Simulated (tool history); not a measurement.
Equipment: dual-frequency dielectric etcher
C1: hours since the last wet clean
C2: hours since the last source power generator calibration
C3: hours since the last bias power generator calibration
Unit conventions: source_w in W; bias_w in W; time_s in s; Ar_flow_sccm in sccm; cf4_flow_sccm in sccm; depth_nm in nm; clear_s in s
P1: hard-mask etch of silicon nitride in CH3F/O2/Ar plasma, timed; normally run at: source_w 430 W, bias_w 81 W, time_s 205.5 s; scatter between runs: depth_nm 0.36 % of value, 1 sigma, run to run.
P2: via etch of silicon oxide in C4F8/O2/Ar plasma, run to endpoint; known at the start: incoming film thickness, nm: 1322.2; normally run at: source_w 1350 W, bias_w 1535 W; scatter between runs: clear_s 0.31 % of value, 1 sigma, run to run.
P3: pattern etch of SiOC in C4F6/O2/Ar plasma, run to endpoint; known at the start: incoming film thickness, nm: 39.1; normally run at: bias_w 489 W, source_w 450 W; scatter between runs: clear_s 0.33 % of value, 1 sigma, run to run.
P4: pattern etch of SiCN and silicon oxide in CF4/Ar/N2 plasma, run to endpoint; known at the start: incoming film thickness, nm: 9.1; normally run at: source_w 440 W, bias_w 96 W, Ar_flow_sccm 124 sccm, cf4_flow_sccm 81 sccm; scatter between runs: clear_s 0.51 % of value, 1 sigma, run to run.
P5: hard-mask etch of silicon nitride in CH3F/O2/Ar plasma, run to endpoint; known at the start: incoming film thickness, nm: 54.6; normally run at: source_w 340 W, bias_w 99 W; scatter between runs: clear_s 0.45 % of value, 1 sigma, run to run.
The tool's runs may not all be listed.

run 1 hour=7.7 | process=P1 source_w=430 bias_w=81 time_s=205.5 | C1=421.9 C2=980.8 C3=858 | depth_nm=155.67
run 2 hour=16.6 | process=P1 source_w=280 bias_w=81 time_s=124.5 | C1=430.8 C2=989.7 C3=866.9 | depth_nm=81.044
run 3 hour=23.6 | process=P2 source_w=850 bias_w=1535 | C1=437.8 C2=996.7 C3=873.9 | clear_s=391.34
run 4 hour=31.2 | process=P4 source_w=440 bias_w=96 Ar_flow_sccm=83 cf4_flow_sccm=81 | C1=445.4 C2=1004.3 C3=881.5 | clear_s=9.544
run 5 hour=39.1 | process=P2 source_w=1350 bias_w=1535 | C1=453.3 C2=1012.2 C3=889.4 | clear_s=326.54
run 6 hour=46.7 | process=P5 source_w=340 bias_w=134 | C1=460.9 C2=1019.8 C3=897 | clear_s=66.727
run 7 hour=52.6 | process=P3 source_w=450 bias_w=489 | C1=466.8 C2=1025.7 C3=902.9 | clear_s=12.996
run 8 hour=61.3 | process=P4 source_w=320 bias_w=96 Ar_flow_sccm=124 cf4_flow_sccm=81 | C1=475.5 C2=1034.4 C3=911.6 | clear_s=13.171
run 9 hour=66.8 | process=P1 source_w=430 bias_w=81 time_s=205.5 | C1=481 C2=1039.9 C3=917.1 | depth_nm=156.34
run 10 hour=73.3 | process=P1 source_w=430 bias_w=81 time_s=288.5 | C1=487.5 C2=1046.4 C3=923.6 | depth_nm=218.14
run 11 hour=77.7 | process=P1 source_w=430 bias_w=81 time_s=205.5 | C1=491.9 C2=1050.8 C3=928 | depth_nm=155.6
run 12 hour=83.6 | process=P1 source_w=500 bias_w=81 time_s=271.5 | C1=497.8 C2=1056.7 C3=933.9 | depth_nm=218.21
run 13 hour=91.7 | process=P1 source_w=430 bias_w=81 time_s=205.5 | C1=505.9 C2=1064.8 C3=942 | depth_nm=155.25
run 14 hour=96.5 | process=P2 source_w=1350 bias_w=2166 | C1=510.7 C2=1069.6 C3=946.8 | clear_s=295
run 15 hour=103.7 | process=P1 source_w=430 bias_w=81 time_s=113 | C1=517.9 C2=1076.8 C3=954 | depth_nm=85.801
run 16 hour=109.6 | process=P1 source_w=520 bias_w=81 time_s=205.5 | C1=523.8 C2=1082.7 C3=959.9 | depth_nm=167.72
run 17 hour=118.6 | process=P3 source_w=450 bias_w=646 | C1=532.8 C2=1091.7 C3=968.9 | clear_s=11.788
run 18 hour=124.1 | process=P4 source_w=440 bias_w=96 Ar_flow_sccm=124 cf4_flow_sccm=81 | C1=538.3 C2=1097.2 C3=974.4 | clear_s=9.996
run 19 hour=131.6 | process=P1 source_w=430 bias_w=61 time_s=205.5 | C1=545.8 C2=1104.7 C3=981.9 | depth_nm=142.37
run 20 hour=136.4 | process=P1 source_w=310 bias_w=81 time_s=205.5 | C1=550.6 C2=1109.5 C3=986.7 | depth_nm=138.51
run 21 hour=142.1 | process=P1 source_w=430 bias_w=81 time_s=205.5 | C1=556.3 C2=1115.2 C3=992.4 | depth_nm=156.2
run 22 hour=149.8 | process=P1 source_w=430 bias_w=96 time_s=205.5 | C1=564 C2=1122.9 C3=1000.1 | depth_nm=165.28
run 23 hour=157 | process=P3 source_w=310 bias_w=489 | C1=571.2 C2=1130.1 C3=1007.3 | clear_s=14.891
run 24 hour=164.6 | process=P4 source_w=440 bias_w=96 Ar_flow_sccm=124 cf4_flow_sccm=104 | C1=578.8 C2=1137.7 C3=1014.9 | clear_s=9.7379
run 25 hour=169.4 | process=P5 source_w=340 bias_w=99 | C1=583.6 C2=1142.5 C3=1019.7 | clear_s=74.604
run 26 hour=175.9 | process=P4 source_w=440 bias_w=74 Ar_flow_sccm=124 cf4_flow_sccm=81 | C1=590.1 C2=1149 C3=1026.2 | clear_s=11.066
run 27 hour=183 | process=P5 source_w=210 bias_w=99 | C1=597.2 C2=1156.1 C3=1033.3 | clear_s=90.045

Run 28 comes next. What will it give?
run 28 hour=192.5 | process=P1 source_w=430 bias_w=81 time_s=205.5 | C1=606.7 C2=1165.6 C3=1042.8 | depth_nm=?

depth_nm: 156.94 nm
